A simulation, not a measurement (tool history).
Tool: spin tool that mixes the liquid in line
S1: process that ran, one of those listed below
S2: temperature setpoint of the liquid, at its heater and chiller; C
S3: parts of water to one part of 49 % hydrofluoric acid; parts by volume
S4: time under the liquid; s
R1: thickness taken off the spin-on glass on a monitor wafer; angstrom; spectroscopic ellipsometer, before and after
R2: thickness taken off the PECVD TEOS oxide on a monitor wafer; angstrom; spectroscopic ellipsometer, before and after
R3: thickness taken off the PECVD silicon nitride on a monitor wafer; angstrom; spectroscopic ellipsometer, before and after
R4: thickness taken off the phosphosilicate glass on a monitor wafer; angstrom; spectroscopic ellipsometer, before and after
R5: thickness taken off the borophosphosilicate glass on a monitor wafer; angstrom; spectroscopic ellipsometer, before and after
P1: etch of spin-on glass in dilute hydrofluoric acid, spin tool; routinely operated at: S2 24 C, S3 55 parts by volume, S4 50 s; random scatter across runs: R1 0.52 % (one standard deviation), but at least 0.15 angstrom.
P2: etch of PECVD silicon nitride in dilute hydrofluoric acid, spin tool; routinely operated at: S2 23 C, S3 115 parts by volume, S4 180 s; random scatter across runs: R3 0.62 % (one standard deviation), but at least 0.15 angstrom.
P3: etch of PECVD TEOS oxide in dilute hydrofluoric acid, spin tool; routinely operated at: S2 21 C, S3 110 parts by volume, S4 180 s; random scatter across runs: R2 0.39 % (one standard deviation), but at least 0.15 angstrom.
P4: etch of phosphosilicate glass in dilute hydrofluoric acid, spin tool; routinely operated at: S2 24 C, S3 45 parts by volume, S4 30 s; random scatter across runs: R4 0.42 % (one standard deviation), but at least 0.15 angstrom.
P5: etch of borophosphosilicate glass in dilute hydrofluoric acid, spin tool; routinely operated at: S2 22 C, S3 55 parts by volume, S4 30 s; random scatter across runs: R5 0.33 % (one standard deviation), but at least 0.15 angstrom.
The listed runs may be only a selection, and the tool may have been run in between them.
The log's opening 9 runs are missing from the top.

run,hour,S1,S2,S3,S4,R1,R2,R3,R4,R5
10,126.2,P2,23,115,180,,,41.035,,
11,139.5,P2,23,115,355,,,80.206,,
12,156.6,P1,24,55,50,295.3,,,,
13,165.8,P3,21,50,180,,283.72,,,
14,175.4,P1,24,20,50,851.57,,,,
15,192.2,P3,21,110,180,,121.21,,,
16,205.6,P4,24,45,30,,,,411.24,
17,218.5,P5,22,55,15,,,,,129.95
18,235.6,P1,24,55,50,292.29,,,,
19,250.6,P5,22,80,30,,,,,173.8
20,258.2,P1,24,95,50,162.55,,,,
21,270.4,P1,29,55,50,360.52,,,,
22,281.5,P2,23,30,180,,,150.26,,
23,295.8,P1,24,55,50,297.76,,,,
24,310.1,P5,22,55,30,,,,,262.15
25,319.2,P1,19.5,55,95,466.83,,,,
26,336.7,P2,23,115,180,,,40.878,,
27,346.2,P1,24,55,50,296.76,,,,
28,363.6,P5,29,55,30,,,,,347.04
29,379,P3,29,110,180,,165.68,,,
30,395,P4,24,45,60,,,,831.08,
31,411.2,P4,17,45,30,,,,308.32,
32,420.2,P4,24,65,30,,,,279.91,
33,429.1,P2,17,115,180,,,27.291,,
34,439.3,P5,22,55,30,,,,,262.54

The next listed run, before its measurement:
35,451.5,P1,24,55,50,?,,,,

Run 35 yielded R1 298.14 angstrom.
